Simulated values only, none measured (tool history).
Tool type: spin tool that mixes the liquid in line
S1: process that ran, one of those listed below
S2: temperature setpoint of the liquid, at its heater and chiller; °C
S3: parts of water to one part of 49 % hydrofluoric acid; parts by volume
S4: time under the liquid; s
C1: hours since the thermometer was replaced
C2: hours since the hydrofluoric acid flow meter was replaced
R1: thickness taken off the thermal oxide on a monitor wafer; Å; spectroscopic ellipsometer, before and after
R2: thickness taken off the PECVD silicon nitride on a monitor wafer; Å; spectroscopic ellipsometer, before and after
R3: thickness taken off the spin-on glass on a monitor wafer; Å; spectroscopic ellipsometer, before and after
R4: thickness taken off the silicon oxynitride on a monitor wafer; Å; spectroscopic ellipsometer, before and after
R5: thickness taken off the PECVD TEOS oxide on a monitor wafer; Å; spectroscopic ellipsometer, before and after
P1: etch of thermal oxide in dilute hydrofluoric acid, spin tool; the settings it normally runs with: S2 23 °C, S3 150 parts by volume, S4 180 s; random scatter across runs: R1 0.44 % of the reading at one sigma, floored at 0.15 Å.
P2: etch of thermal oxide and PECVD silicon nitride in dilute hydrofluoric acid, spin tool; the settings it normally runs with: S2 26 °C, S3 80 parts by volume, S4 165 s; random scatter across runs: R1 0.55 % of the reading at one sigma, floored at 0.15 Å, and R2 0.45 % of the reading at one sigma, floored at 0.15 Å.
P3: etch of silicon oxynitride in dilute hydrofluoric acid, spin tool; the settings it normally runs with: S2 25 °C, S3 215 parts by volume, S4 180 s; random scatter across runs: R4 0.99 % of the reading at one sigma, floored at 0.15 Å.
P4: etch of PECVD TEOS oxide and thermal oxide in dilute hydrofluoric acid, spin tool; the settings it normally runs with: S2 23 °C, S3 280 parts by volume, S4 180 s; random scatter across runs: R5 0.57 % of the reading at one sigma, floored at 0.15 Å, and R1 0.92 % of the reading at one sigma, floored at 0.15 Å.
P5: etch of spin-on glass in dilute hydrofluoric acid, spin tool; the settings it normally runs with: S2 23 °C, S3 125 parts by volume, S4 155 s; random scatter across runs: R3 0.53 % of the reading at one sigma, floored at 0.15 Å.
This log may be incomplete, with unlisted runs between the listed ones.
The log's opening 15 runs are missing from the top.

run	hour	S1	S2	S3	S4	C1	C2	R1	R2	R3	R4	R5
16	181.5	P4	23	280	180	911.5	1404.7	24.453				66.248
17	191.2	P1	23	150	280	921.2	1414.4	76.834				
18	199.3	P4	23	280	35	929.3	1422.5	4.5965				12.858
19	207.3	P1	26.5	150	20	937.3	1430.5	6.3946				
20	218.7	P5	30.5	125	155	948.7	1441.9			676.25		
21	231.5	P3	25	375	180	961.5	1454.7				11.039	
22	243.4	P1	23	150	80	973.4	1466.6	21.911				
23	258.5	P1	23	150	180	988.5	1481.7	48.932				
24	270.5	P4	17	280	180	1000.5	1493.7	19.336				53.411
25	279.4	P1	23	205	180	1009.4	1502.6	34.115				

Forecast run 26:
# hour 279.9: hydrofluoric acid flow meter replaced
26	295.1	P5	23	125	155	1025.1	15.2			?		

{"run 26": {"R3": 503.92}}
